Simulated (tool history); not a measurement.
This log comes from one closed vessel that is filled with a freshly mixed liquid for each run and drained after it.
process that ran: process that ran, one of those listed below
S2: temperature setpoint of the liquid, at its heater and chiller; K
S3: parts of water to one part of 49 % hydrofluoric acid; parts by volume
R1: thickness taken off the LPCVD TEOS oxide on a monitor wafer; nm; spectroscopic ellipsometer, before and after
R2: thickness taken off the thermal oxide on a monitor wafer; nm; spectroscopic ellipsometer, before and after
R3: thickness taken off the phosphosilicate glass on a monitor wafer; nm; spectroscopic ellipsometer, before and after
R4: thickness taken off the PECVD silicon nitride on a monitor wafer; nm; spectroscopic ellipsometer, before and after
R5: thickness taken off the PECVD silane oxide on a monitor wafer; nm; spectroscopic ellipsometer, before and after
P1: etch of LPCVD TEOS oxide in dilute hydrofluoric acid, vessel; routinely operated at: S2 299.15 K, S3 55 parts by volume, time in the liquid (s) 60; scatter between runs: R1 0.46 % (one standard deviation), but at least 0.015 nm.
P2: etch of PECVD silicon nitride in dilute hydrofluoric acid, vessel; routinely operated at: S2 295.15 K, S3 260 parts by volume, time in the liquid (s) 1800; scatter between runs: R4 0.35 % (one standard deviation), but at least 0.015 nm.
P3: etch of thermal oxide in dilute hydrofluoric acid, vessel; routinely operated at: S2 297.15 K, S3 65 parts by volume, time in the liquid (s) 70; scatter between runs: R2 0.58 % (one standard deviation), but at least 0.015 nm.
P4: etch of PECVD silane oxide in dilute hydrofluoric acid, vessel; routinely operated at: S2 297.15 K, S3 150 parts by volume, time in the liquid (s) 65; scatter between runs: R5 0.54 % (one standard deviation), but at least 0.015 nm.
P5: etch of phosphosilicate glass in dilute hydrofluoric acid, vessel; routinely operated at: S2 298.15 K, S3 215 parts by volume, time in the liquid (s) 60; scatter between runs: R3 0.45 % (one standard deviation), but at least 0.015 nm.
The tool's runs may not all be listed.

Run 1, hour 14.7: process that ran P1, S2 299.15 K, S3 55 parts by volume, time in the liquid (s) 60. Result: R1 46.399 nm.
Run 2, hour 30.4: process that ran P1, S2 299.15 K, S3 90 parts by volume, time in the liquid (s) 60. Result: R1 27.154 nm.
Run 3, hour 42.4: process that ran P1, S2 299.15 K, S3 20 parts by volume, time in the liquid (s) 60. Result: R1 134.11 nm.
Run 4, hour 60: process that ran P3, S2 297.15 K, S3 65 parts by volume, time in the liquid (s) 70. Result: R2 5.034 nm.
Run 5, hour 74: process that ran P3, S2 297.15 K, S3 65 parts by volume, time in the liquid (s) 70. Result: R2 5.0731 nm.
Run 6, hour 90.4: process that ran P5, S2 298.15 K, S3 215 parts by volume, time in the liquid (s) 60. Result: R3 37.527 nm.
Run 7, hour 102.4: process that ran P2, S2 295.15 K, S3 260 parts by volume, time in the liquid (s) 3010. Result: R4 19.044 nm.
Run 8, hour 118.1: process that ran P1, S2 299.15 K, S3 55 parts by volume, time in the liquid (s) 60. Result: R1 46.484 nm.
Run 9, hour 129.9: process that ran P3, S2 297.15 K, S3 65 parts by volume, time in the liquid (s) 130. Result: R2 9.4612 nm.
Run 10, hour 138.5: process that ran P4, S2 291.15 K, S3 150 parts by volume, time in the liquid (s) 65. Result: R5 16.002 nm.
Run 11, hour 153.6: process that ran P5, S2 298.15 K, S3 40 parts by volume, time in the liquid (s) 60. Result: R3 246.67 nm.
Run 12, hour 164.8: process that ran P1, S2 293.15 K, S3 55 parts by volume, time in the liquid (s) 60. Result: R1 35.952 nm.
Run 13, hour 173.6: process that ran P1, S2 299.15 K, S3 55 parts by volume, time in the liquid (s) 60. Result: R1 46.627 nm.
Run 14, hour 184.9: process that ran P2, S2 295.15 K, S3 440 parts by volume, time in the liquid (s) 1800. Result: R4 6.7475 nm.
Run 15, hour 195.1: process that ran P1, S2 299.15 K, S3 55 parts by volume, time in the liquid (s) 60. Result: R1 46.583 nm.
Run 16, hour 204.8: process that ran P3, S2 305.15 K, S3 65 parts by volume, time in the liquid (s) 70. Result: R2 6.9268 nm.
Run 17, hour 216: process that ran P1, S2 299.15 K, S3 55 parts by volume, time in the liquid (s) 30. Result: R1 23.331 nm.
Run 18, hour 232.2: process that ran P1, S2 299.15 K, S3 55 parts by volume, time in the liquid (s) 90. Result: R1 69.567 nm.
Run 19, hour 244.9: process that ran P2, S2 290.15 K, S3 260 parts by volume, time in the liquid (s) 1800. Result: R4 8.2427 nm.
Run 20, hour 253.6: process that ran P3, S2 297.15 K, S3 20 parts by volume, time in the liquid (s) 70. Result: R2 17.504 nm.
Run 21, hour 272.7: process that ran P5, S2 303.65 K, S3 215 parts by volume, time in the liquid (s) 60. Result: R3 45.222 nm.
Run 22, hour 281.3: process that ran P1, S2 299.15 K, S3 55 parts by volume, time in the liquid (s) 60. Result: R1 46.552 nm.
Run 23, hour 296.4: process that ran P1, S2 307.15 K, S3 55 parts by volume, time in the liquid (s) 60. Result: R1 63.444 nm.
Run 24, hour 304.9: process that ran P4, S2 297.15 K, S3 150 parts by volume, time in the liquid (s) 65. Result: R5 20.238 nm.
Run 25, hour 322: process that ran P1, S2 306.65 K, S3 55 parts by volume, time in the liquid (s) 30. Result: R1 31.217 nm.
Run 26, hour 331.4: process that ran P4, S2 297.15 K, S3 270 parts by volume, time in the liquid (s) 65. Result: R5 9.8241 nm.
Run 27, hour 345.6: process that ran P2, S2 295.15 K, S3 260 parts by volume, time in the liquid (s) 1800. Result: R4 11.352 nm.
Run 28, hour 356.9: process that ran P1, S2 295.15 K, S3 55 parts by volume, time in the liquid (s) 105. Result: R1 69.283 nm.
Run 29, hour 367.1: process that ran P2, S2 295.15 K, S3 260 parts by volume, time in the liquid (s) 1800. Result: R4 11.397 nm.
Run 30, hour 376.6: process that ran P4, S2 297.15 K, S3 150 parts by volume, time in the liquid (s) 30. Result: R5 9.3713 nm.
Run 31, hour 391.5: process that ran P5, S2 298.15 K, S3 215 parts by volume, time in the liquid (s) 110. Result: R3 68.637 nm.
Run 32, hour 407.1: process that ran P1, S2 299.15 K, S3 20 parts by volume, time in the liquid (s) 30. Result: R1 67.521 nm.
Run 33, hour 426.1: process that ran P1, S2 299.15 K, S3 55 parts by volume, time in the liquid (s) 60. Result: R1 46.191 nm.
Run 34, hour 441: process that ran P1, S2 299.15 K, S3 55 parts by volume, time in the liquid (s) 60. Result: R1 48.485 nm.
Run 35, hour 456.4: process that ran P1, S2 299.15 K, S3 55 parts by volume, time in the liquid (s) 60. Result: R1 50.161 nm.
Run 36, hour 472: process that ran P1, S2 299.15 K, S3 55 parts by volume, time in the liquid (s) 60. Result: R1 50.168 nm.
Run 37, hour 480.5: process that ran P1, S2 299.15 K, S3 55 parts by volume, time in the liquid (s) 60. Result: R1 50.82 nm.
Run 38, hour 491.2: process that ran P1, S2 299.15 K, S3 55 parts by volume, time in the liquid (s) 60. Result: R1 50.496 nm.
Run 39, hour 500.4: process that ran P1, S2 299.15 K, S3 55 parts by volume, time in the liquid (s) 60. Result: R1 50.49 nm.

What P1 gives has crept off from where it sat before. The 2 causes that follow fit the log equally well, each at the size noted:
A: liquid hotter than its thermometer reads (K) = 2.09
B: hydrofluoric acid flow above the setpoint (%) = 8.07
The creep began at about hour 426.1.

Below are 4 check runs, each on a single wafer, with their results shown as question marks. Which of them would tell the listed causes apart, meaning the causes would give clearly different results under it?
Run check 1, hour 509.6: process that ran P5, S2 298.15 K, S3 135 parts by volume, time in the liquid (s) 100. Result: R3 ?.
Run check 2, hour 509.6: process that ran P3, S2 303.15 K, S3 65 parts by volume, time in the liquid (s) 125. Result: R2 ?.
Run check 3, hour 509.6: process that ran P2, S2 290.15 K, S3 260 parts by volume, time in the liquid (s) 1800. Result: R4 ?.
Run check 4, hour 509.6: process that ran P4, S2 291.15 K, S3 215 parts by volume, time in the liquid (s) 65. Result: R5 ?.

Expected result of each check under each candidate cause:
  check  result    if A    if B
check 1      R3  117.28  118.53
check 2      R2  12.465  12.524
check 3      R4  9.4017  8.8276
check 4      R5  11.357   11.49
Distance between the nearest two causes, measured in the result of the check that separates them most: check 1 1.06 %; check 2 0.47 %; check 3 6.3 %; check 4 1.17 %
Check 3 distinguishes between the causes, while the remaining checks would return nearly the same result for all of them.

The results of check 3 are: R4 8.8179 nm. Based on these, which of the listed causes is it?

It was cause B: hydrofluoric acid flow above the setpoint (%).
